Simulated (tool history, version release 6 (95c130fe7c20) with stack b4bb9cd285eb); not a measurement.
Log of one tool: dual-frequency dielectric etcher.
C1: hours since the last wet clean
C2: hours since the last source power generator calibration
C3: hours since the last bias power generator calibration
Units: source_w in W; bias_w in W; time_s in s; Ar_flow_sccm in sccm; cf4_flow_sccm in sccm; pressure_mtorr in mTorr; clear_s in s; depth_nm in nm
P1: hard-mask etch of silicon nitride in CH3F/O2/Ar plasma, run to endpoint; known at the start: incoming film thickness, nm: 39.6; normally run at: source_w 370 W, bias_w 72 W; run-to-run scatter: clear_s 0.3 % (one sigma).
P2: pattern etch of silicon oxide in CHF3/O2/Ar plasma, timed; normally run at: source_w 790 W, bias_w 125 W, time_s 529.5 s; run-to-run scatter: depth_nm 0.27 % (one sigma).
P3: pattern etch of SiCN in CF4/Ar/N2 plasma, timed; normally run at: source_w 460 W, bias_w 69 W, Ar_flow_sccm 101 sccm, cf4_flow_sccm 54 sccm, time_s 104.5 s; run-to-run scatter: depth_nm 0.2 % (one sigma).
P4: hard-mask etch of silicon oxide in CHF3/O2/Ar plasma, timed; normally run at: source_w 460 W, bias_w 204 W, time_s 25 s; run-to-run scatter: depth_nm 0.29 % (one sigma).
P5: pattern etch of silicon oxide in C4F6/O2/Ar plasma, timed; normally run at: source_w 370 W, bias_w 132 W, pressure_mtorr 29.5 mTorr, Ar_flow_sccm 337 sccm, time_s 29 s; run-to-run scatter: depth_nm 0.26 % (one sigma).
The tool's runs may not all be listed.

{"run": 1, "hour": 13.1, "process": "P1", "source_w": 370, "bias_w": 72, "C1": 329.6, "C2": 1520.7, "C3": 1779.6, "clear_s": 59.114}
{"run": 2, "hour": 24.7, "process": "P2", "source_w": 790, "bias_w": 125, "time_s": 529.5, "C1": 341.2, "C2": 1532.3, "C3": 1791.2, "depth_nm": 1001.8}
{"run": 3, "hour": 36.8, "process": "P3", "source_w": 460, "bias_w": 69, "time_s": 77, "Ar_flow_sccm": 101, "cf4_flow_sccm": 54, "C1": 353.3, "C2": 1544.4, "C3": 1803.3, "depth_nm": 64.119}
{"run": 4, "hour": 52.9, "process": "P5", "source_w": 370, "bias_w": 132, "time_s": 29, "Ar_flow_sccm": 337, "pressure_mtorr": 29.5, "C1": 369.4, "C2": 1560.5, "C3": 1819.4, "depth_nm": 80.964}
{"run": 5, "hour": 64.1, "process": "P2", "source_w": 790, "bias_w": 125, "time_s": 529.5, "C1": 380.6, "C2": 1571.7, "C3": 1830.6, "depth_nm": 1009}
{"run": 6, "hour": 76.2, "process": "P5", "source_w": 370, "bias_w": 132, "time_s": 29, "Ar_flow_sccm": 337, "pressure_mtorr": 36.5, "C1": 392.7, "C2": 1583.8, "C3": 1842.7, "depth_nm": 78.705}
{"run": 7, "hour": 93.7, "process": "P3", "source_w": 460, "bias_w": 69, "time_s": 104.5, "Ar_flow_sccm": 101, "cf4_flow_sccm": 39, "C1": 410.2, "C2": 1601.3, "C3": 1860.2, "depth_nm": 82.208}
{"run": 8, "hour": 108.4, "process": "P1", "source_w": 370, "bias_w": 72, "C1": 424.9, "C2": 1616, "C3": 1874.9, "clear_s": 59.149}
{"run": 9, "hour": 119.0, "process": "P1", "source_w": 280, "bias_w": 72, "C1": 435.5, "C2": 1626.6, "C3": 1885.5, "clear_s": 65.586}
{"run": 10, "hour": 134.8, "process": "P4", "source_w": 460, "bias_w": 204, "time_s": 16, "C1": 451.3, "C2": 1642.4, "C3": 1901.3, "depth_nm": 30.326}
{"run": 11, "hour": 144.0, "process": "P4", "source_w": 460, "bias_w": 204, "time_s": 25, "C1": 460.5, "C2": 1651.6, "C3": 1910.5, "depth_nm": 47.488}
{"run": 12, "hour": 153.5, "process": "P1", "source_w": 520, "bias_w": 72, "C1": 470, "C2": 1661.1, "C3": 1920, "clear_s": 52.014}
{"run": 13, "hour": 169.2, "process": "P3", "source_w": 460, "bias_w": 69, "time_s": 104.5, "Ar_flow_sccm": 62, "cf4_flow_sccm": 54, "C1": 485.7, "C2": 1676.8, "C3": 1935.7, "depth_nm": 93.836}
{"run": 14, "hour": 179.9, "process": "P4", "source_w": 460, "bias_w": 148, "time_s": 25, "C1": 496.4, "C2": 1687.5, "C3": 1946.4, "depth_nm": 42.585}
{"run": 15, "hour": 195.2, "process": "P5", "source_w": 370, "bias_w": 132, "time_s": 18.5, "Ar_flow_sccm": 337, "pressure_mtorr": 29.5, "C1": 511.7, "C2": 1702.8, "C3": 1961.7, "depth_nm": 51.668}
{"run": 16, "hour": 210.4, "process": "P2", "source_w": 790, "bias_w": 171, "time_s": 529.5, "C1": 526.9, "C2": 1718, "C3": 1976.9, "depth_nm": 1111.8}
{"hour": 217.7, "done": "wet clean of the chamber"}
{"run": 17, "hour": 225.9, "process": "P2", "source_w": 790, "bias_w": 125, "time_s": 291, "C1": 8.2, "C2": 1733.5, "C3": 1992.4, "depth_nm": 552.38}
{"run": 18, "hour": 242.3, "process": "P1", "source_w": 490, "bias_w": 100, "C1": 24.6, "C2": 1749.9, "C3": 2008.8, "clear_s": 47.3}
{"run": 19, "hour": 254.2, "process": "P3", "source_w": 460, "bias_w": 69, "time_s": 104.5, "Ar_flow_sccm": 101, "cf4_flow_sccm": 54, "C1": 36.5, "C2": 1761.8, "C3": 2020.7, "depth_nm": 86.777}
{"run": 20, "hour": 267.2, "process": "P1", "source_w": 370, "bias_w": 72, "C1": 49.5, "C2": 1774.8, "C3": 2033.7, "clear_s": 58.995}
{"run": 21, "hour": 274.8, "process": "P2", "source_w": 530, "bias_w": 125, "time_s": 529.5, "C1": 57.1, "C2": 1782.4, "C3": 2041.3, "depth_nm": 863.34}
{"run": 22, "hour": 289.5, "process": "P4", "source_w": 260, "bias_w": 204, "time_s": 25, "C1": 71.8, "C2": 1797.1, "C3": 2056, "depth_nm": 38.333}
{"run": 23, "hour": 300.7, "process": "P4", "source_w": 460, "bias_w": 204, "time_s": 25, "C1": 83, "C2": 1808.3, "C3": 2067.2, "depth_nm": 47.608}
{"run": 24, "hour": 314.9, "process": "P5", "source_w": 460, "bias_w": 132, "time_s": 29, "Ar_flow_sccm": 337, "pressure_mtorr": 29.5, "C1": 97.2, "C2": 1822.5, "C3": 2081.4, "depth_nm": 88.645}
{"run": 25, "hour": 329.9, "process": "P1", "source_w": 370, "bias_w": 72, "C1": 112.2, "C2": 1837.5, "C3": 2096.4, "clear_s": 59.149}
{"run": 26, "hour": 337.7, "process": "P1", "source_w": 370, "bias_w": 72, "C1": 120, "C2": 1845.3, "C3": 2104.2, "clear_s": 59.289}
{"run": 27, "hour": 347.0, "process": "P1", "source_w": 440, "bias_w": 49, "C1": 129.3, "C2": 1854.6, "C3": 2113.5, "clear_s": 62.597}
{"run": 28, "hour": 356.7, "process": "P5", "source_w": 370, "bias_w": 85, "time_s": 29, "Ar_flow_sccm": 337, "pressure_mtorr": 29.5, "C1": 139, "C2": 1864.3, "C3": 2123.2, "depth_nm": 71.543}
{"run": 29, "hour": 366.8, "process": "P1", "source_w": 370, "bias_w": 44, "C1": 149.1, "C2": 1874.4, "C3": 2133.3, "clear_s": 70.002}
{"run": 30, "hour": 378.6, "process": "P3", "source_w": 270, "bias_w": 69, "time_s": 104.5, "Ar_flow_sccm": 101, "cf4_flow_sccm": 54, "C1": 160.9, "C2": 1886.2, "C3": 2145.1, "depth_nm": 54.545}
{"run": 31, "hour": 388.5, "process": "P1", "source_w": 370, "bias_w": 72, "C1": 170.8, "C2": 1896.1, "C3": 2155, "clear_s": 59.105}
{"run": 32, "hour": 402.6, "process": "P1", "source_w": 480, "bias_w": 59, "C1": 184.9, "C2": 1910.2, "C3": 2169.1, "clear_s": 57.35}
{"run": 33, "hour": 411.0, "process": "P5", "source_w": 370, "bias_w": 132, "time_s": 29, "Ar_flow_sccm": 259, "pressure_mtorr": 29.5, "C1": 193.3, "C2": 1918.6, "C3": 2177.5, "depth_nm": 83.501}
{"run": 34, "hour": 428.6, "process": "P1", "source_w": 370, "bias_w": 95, "C1": 210.9, "C2": 1936.2, "C3": 2195.1, "clear_s": 53.713}
{"run": 35, "hour": 446.0, "process": "P3", "source_w": 460, "bias_w": 53, "time_s": 104.5, "Ar_flow_sccm": 101, "cf4_flow_sccm": 54, "C1": 228.3, "C2": 1953.6, "C3": 2212.5, "depth_nm": 79.334}
{"run": 36, "hour": 455.3, "process": "P1", "source_w": 370, "bias_w": 72, "C1": 237.6, "C2": 1962.9, "C3": 2221.8, "clear_s": 59.319}
{"run": 37, "hour": 464.6, "process": "P1", "source_w": 370, "bias_w": 72, "C1": 246.9, "C2": 1972.2, "C3": 2231.1, "clear_s": 59.563}
{"run": 38, "hour": 478.3, "process": "P1", "source_w": 370, "bias_w": 72, "C1": 260.6, "C2": 1985.9, "C3": 2244.8, "clear_s": 60.031}
{"run": 39, "hour": 491.9, "process": "P1", "source_w": 370, "bias_w": 72, "C1": 274.2, "C2": 1999.5, "C3": 2258.4, "clear_s": 59.77}
{"run": 40, "hour": 505.4, "process": "P1", "source_w": 370, "bias_w": 72, "C1": 287.7, "C2": 2013, "C3": 2271.9, "clear_s": 59.881}
{"run": 41, "hour": 514.4, "process": "P1", "source_w": 370, "bias_w": 72, "C1": 296.7, "C2": 2022, "C3": 2280.9, "clear_s": 59.976}
{"hour": 515.0, "done": "wet clean of the chamber"}
{"run": 42, "hour": 528.9, "process": "P1", "source_w": 370, "bias_w": 72, "C1": 13.9, "C2": 2036.5, "C3": 2295.4, "clear_s": 60.053}
{"run": 43, "hour": 543.8, "process": "P1", "source_w": 370, "bias_w": 72, "C1": 28.8, "C2": 2051.4, "C3": 2310.3, "clear_s": 60.004}

What P1 gives has crept away from where it was. These 2 causes fit the log equally well, each at the size given:
A: source power that arrives under what is set, % = 3.91
B: bias power that arrives under what is set, % = 4.3
The creep began at about hour 455.3.
Why every other cause is out:
chamber walls in a state that lowers the etch rate, %: serviced at hour 515, which brought nothing back

4 check runs are offered, one wafer each, their results left as question marks. Which one tells the causes apart?
{"run": "check 1", "hour": 558.7, "process": "P3", "source_w": 460, "bias_w": 69, "time_s": 82.5, "Ar_flow_sccm": 63, "cf4_flow_sccm": 54, "depth_nm": "?"}
{"run": "check 2", "hour": 558.7, "process": "P2", "source_w": 790, "bias_w": 163, "time_s": 291, "depth_nm": "?"}
{"run": "check 3", "hour": 558.7, "process": "P4", "source_w": 340, "bias_w": 204, "time_s": 25, "depth_nm": "?"}
{"run": "check 4", "hour": 558.7, "process": "P5", "source_w": 370, "bias_w": 88, "time_s": 29, "Ar_flow_sccm": 337, "pressure_mtorr": 29.5, "depth_nm": "?"}

What each check would give under each cause:
check=check_1 result=depth_nm if_A=71.138 if_B=72.622
check=check_2 result=depth_nm if_A=591.86 if_B=592.64
check=check_3 result=depth_nm if_A=41.766 if_B=41.739
check=check_4 result=depth_nm if_A=71.073 if_B=71.404
How far apart the two closest causes lie, in the result that separates them most: check 1 2.06 %; check 2 0.13 %; check 3 0.07 %; check 4 0.47 %
Only check 1 tells the causes apart: in the others they would give nearly the same result.

Then check 1 was run and gave: depth_nm 72.825 nm. Which cause is it?

It is B: bias power that arrives under what is set, %.
